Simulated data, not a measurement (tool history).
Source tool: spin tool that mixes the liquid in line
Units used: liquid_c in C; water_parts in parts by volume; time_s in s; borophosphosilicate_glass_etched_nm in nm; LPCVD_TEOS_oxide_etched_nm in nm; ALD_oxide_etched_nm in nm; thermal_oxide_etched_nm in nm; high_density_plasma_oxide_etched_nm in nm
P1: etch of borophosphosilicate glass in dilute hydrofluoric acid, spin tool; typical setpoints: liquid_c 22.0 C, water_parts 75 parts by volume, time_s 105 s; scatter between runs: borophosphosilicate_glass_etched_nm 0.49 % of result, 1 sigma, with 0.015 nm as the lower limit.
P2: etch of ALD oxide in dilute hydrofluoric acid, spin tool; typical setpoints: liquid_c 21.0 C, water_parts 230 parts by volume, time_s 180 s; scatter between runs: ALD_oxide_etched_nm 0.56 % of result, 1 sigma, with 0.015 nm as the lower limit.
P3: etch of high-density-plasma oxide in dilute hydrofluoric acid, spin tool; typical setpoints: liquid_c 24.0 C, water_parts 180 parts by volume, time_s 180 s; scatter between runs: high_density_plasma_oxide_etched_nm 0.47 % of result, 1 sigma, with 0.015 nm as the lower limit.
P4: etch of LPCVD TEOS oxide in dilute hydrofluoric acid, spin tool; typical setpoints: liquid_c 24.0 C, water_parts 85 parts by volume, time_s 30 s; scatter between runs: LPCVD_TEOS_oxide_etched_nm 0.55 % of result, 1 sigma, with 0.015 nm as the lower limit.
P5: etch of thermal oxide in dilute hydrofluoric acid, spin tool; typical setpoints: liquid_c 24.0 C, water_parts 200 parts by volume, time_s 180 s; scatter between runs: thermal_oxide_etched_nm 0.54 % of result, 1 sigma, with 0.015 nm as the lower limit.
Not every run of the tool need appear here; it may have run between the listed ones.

run   hour  process  liquid_c  water_parts  time_s  hours since the thermometer was replaced  hours since the hydrofluoric acid flow meter was replaced  borophosphosilicate_glass_etched_nm  LPCVD_TEOS_oxide_etched_nm  ALD_oxide_etched_nm  thermal_oxide_etched_nm  high_density_plasma_oxide_etched_nm
  1    4.9       P1      22.0           75     105                                    1536.9                                                     1612.9                               57.716
  2   11.3       P4      24.0           85      30                                    1543.3                                                     1619.3                                                           10.544
  3   17.2       P1      22.0           25     105                                    1549.2                                                     1625.2                              185.270
  4   20.2       P2      21.0          230     180                                    1552.2                                                     1628.2                                                                                8.0175
  5   26.0       P1      22.0           75     185                                    1558.0                                                     1634.0                              102.550
  6   32.3       P2      21.0           50     180                                    1564.3                                                     1640.3                                                                               45.5000
  7   38.5       P5      24.0          200     280                                    1570.5                                                     1646.5                                                                                                         5.9889
  8   43.3       P1      22.0           75     105                                    1575.3                                                     1651.3                               57.554
  9   48.2       P1      17.0           75     105                                    1580.2                                                     1656.2                               46.879
 10   53.3       P1      22.0          135     105                                    1585.3                                                     1661.3                               29.656
 11   58.9       P3      24.0           40     180                                    1590.9                                                     1666.9                                                                                                                                             39.0270
 12   64.0       P1      22.0           75     105                                    1596.0                                                     1672.0                               57.568
 13   68.7       P4      24.0           85      50                                    1600.7                                                     1676.7                                                           17.487
 14   73.5       P4      24.0           25      30                                    1605.5                                                     1681.5                                                           38.136
 15   79.6       P5      24.0          200     180                                    1611.6                                                     1687.6                                                                                                         3.8456
 16   82.9       P3      24.0          180     180                                    1614.9                                                     1690.9                                                                                                                                              7.2867
 17   88.1       P2      21.0          230      30                                    1620.1                                                     1696.1                                                                                1.3566
 18   91.6       P5      17.0          200     180                                    1623.6                                                     1699.6                                                                                                         2.9598
 19   96.0       P3      24.0          180      20                                    1628.0                                                     1704.0                                                                                                                                              0.8161
 20  100.7       P1      22.0           75      30                                    1632.7                                                     1708.7                               16.574
 21  105.4       P1      29.5           75     105                                    1637.4                                                     1713.4                               77.734
 22  109.3       P3      29.0          180     180                                    1641.3                                                     1717.3                                                                                                                                              8.6349
 23  113.2       P1      22.0           20     175                                    1645.2                                                     1721.2                              386.810
 24  117.5       P4      24.0           85      30                                    1649.5                                                     1725.5                                                           10.583
 25  122.1       P5      24.0          200     180                                    1654.1                                                     1730.1                                                                                                         3.8481
 26  125.6       P1      22.0           75     105                                    1657.6                                                     1733.6                               57.995
 27  131.0       P5      24.0          365     180                                    1663.0                                                     1739.0                                                                                                         1.8091
 28  137.5       P2      29.0          230     180                                    1669.5                                                     1745.5                                                                               10.7900

Predict the results of run 29:
 29  143.0       P1      22.0           75     105                                    1675.0                                                     1751.0                                    ?

For run 29 the tool returned borophosphosilicate_glass_etched_nm 57.882 nm.
